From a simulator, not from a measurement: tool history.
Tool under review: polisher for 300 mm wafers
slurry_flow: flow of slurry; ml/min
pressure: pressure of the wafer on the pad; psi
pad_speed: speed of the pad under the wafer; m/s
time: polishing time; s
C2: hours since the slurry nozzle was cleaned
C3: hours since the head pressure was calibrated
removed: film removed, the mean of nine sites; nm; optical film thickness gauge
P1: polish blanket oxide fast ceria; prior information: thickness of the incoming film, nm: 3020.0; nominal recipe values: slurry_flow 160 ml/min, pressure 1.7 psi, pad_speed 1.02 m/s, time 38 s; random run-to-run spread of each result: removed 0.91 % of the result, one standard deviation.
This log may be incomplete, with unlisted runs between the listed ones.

run 1 hour=6.7 | slurry_flow=160 pressure=1.7 pad_speed=1.02 time=38 | wafers_polished_on_this_pad=200 C2=198.7 C3=658.3 | removed=394.09
run 2 hour=14.6 | slurry_flow=160 pressure=2.5 pad_speed=1.02 time=38 | wafers_polished_on_this_pad=279 C2=206.6 C3=666.2 | removed=578.26
run 3 hour=23.7 | slurry_flow=160 pressure=1.7 pad_speed=1.02 time=59 | wafers_polished_on_this_pad=369 C2=215.7 C3=675.3 | removed=603.59
run 4 hour=30.9 | slurry_flow=110 pressure=1.7 pad_speed=1.02 time=38 | wafers_polished_on_this_pad=441 C2=222.9 C3=682.5 | removed=366.38
run 5 hour=36.6 | slurry_flow=160 pressure=1.7 pad_speed=0.52 time=38 | wafers_polished_on_this_pad=498 C2=228.6 C3=688.2 | removed=201.22
run 6 hour=45.2 | slurry_flow=160 pressure=1.1 pad_speed=1.02 time=38 | wafers_polished_on_this_pad=583 C2=237.2 C3=696.8 | removed=253.69
run 7 hour=51.3 | slurry_flow=160 pressure=1.7 pad_speed=1.02 time=38 | wafers_polished_on_this_pad=644 C2=243.3 C3=702.9 | removed=391.94
run 8 hour=59.8 | slurry_flow=160 pressure=1.7 pad_speed=1.02 time=38 | wafers_polished_on_this_pad=728 C2=251.8 C3=711.4 | removed=391.95
run 9 hour=64.0 | slurry_flow=235 pressure=1.7 pad_speed=1.02 time=38 | wafers_polished_on_this_pad=770 C2=256.0 C3=715.6 | removed=412.14
run 10 hour=70.2 | slurry_flow=95 pressure=1.0 pad_speed=1.02 time=38 | wafers_polished_on_this_pad=832 C2=262.2 C3=721.8 | removed=206.21
run 11 hour=78.6 | slurry_flow=160 pressure=1.7 pad_speed=1.36 time=38 | wafers_polished_on_this_pad=915 C2=270.6 C3=730.2 | removed=522.56
run 12 hour=86.7 | slurry_flow=95 pressure=1.7 pad_speed=1.02 time=20 | wafers_polished_on_this_pad=996 C2=278.7 C3=738.3 | removed=182.72
run 13 hour=92.0 | slurry_flow=160 pressure=1.7 pad_speed=1.02 time=17 | wafers_polished_on_this_pad=1049 C2=284.0 C3=743.6 | removed=175.65
run 14 hour=98.8 | slurry_flow=160 pressure=1.7 pad_speed=1.02 time=38 | wafers_polished_on_this_pad=1116 C2=290.8 C3=750.4 | removed=397.14
run 15 hour=104.5 | slurry_flow=160 pressure=1.7 pad_speed=1.02 time=38 | wafers_polished_on_this_pad=1173 C2=296.5 C3=756.1 | removed=394.19
run 16 hour=111.7 | slurry_flow=160 pressure=1.7 pad_speed=1.02 time=38 | wafers_polished_on_this_pad=1245 C2=303.7 C3=763.3 | removed=380.99
run 17 hour=119.8 | slurry_flow=160 pressure=1.7 pad_speed=1.02 time=38 | wafers_polished_on_this_pad=1325 C2=311.8 C3=771.4 | removed=361.14
-- hour=126.7 head pressure recalibrated
run 18 hour=129.0 | slurry_flow=160 pressure=1.7 pad_speed=1.02 time=38 | wafers_polished_on_this_pad=1417 C2=321.0 C3=2.4 | removed=366.22
run 19 hour=134.5 | slurry_flow=160 pressure=1.7 pad_speed=1.02 time=38 | wafers_polished_on_this_pad=1471 C2=326.5 C3=7.9 | removed=358.34
run 20 hour=139.3 | slurry_flow=160 pressure=1.7 pad_speed=1.02 time=38 | wafers_polished_on_this_pad=1519 C2=331.3 C3=12.7 | removed=358.46
run 21 hour=144.5 | slurry_flow=160 pressure=1.7 pad_speed=1.02 time=38 | wafers_polished_on_this_pad=1571 C2=336.5 C3=17.9 | removed=362.32

Compared with where it was, what P1 gives has crept away. Each cause listed below fits the log as well as the rest, at the size given for it:
A: removal rate lost through wear of the pad, % = 8.47
B: slurry flow missing at the pad, % = 35.5
At approximately hour 104.5, the process output began to creep.
Excluded causes, each with its reason:
head's pressure below its setpoint, %: its service at hour 126.7 followed the start of the drift and did not put the process back to its old value

The list below offers 4 check runs, each averaging the results of 5 wafers, and shows each result as a question mark. For which of them would the listed causes give clearly different results?
run check 1 hour=149.7 | slurry_flow=115 pressure=1.7 pad_speed=1.02 time=38 | removed=?
run check 2 hour=149.7 | slurry_flow=160 pressure=1.7 pad_speed=0.64 time=38 | removed=?
run check 3 hour=149.7 | slurry_flow=160 pressure=2.4 pad_speed=1.02 time=23 | removed=?
run check 4 hour=149.7 | slurry_flow=160 pressure=1.7 pad_speed=0.68 time=18 | removed=?

What each check would give under each cause:
check=check_1 result=removed if_A=336.55 if_B=326.50
check=check_2 result=removed if_A=224.98 if_B=224.96
check=check_3 result=removed if_A=306.39 if_B=306.36
check=check_4 result=removed if_A=113.23 if_B=113.22
Minimum pairwise separation of causes per check, each pair taken at its best-separating result: check 1 3.03 %; check 2 0.01 %; check 3 0.01 %; check 4 0.01 %
Check 1 distinguishes between the causes, while the remaining checks would return nearly the same result for all of them.

Check 1 has now been run. It gave: removed 337.13 nm. Which of the candidate causes is it?

The correct cause is A, namely: removal rate lost through wear of the pad, %.

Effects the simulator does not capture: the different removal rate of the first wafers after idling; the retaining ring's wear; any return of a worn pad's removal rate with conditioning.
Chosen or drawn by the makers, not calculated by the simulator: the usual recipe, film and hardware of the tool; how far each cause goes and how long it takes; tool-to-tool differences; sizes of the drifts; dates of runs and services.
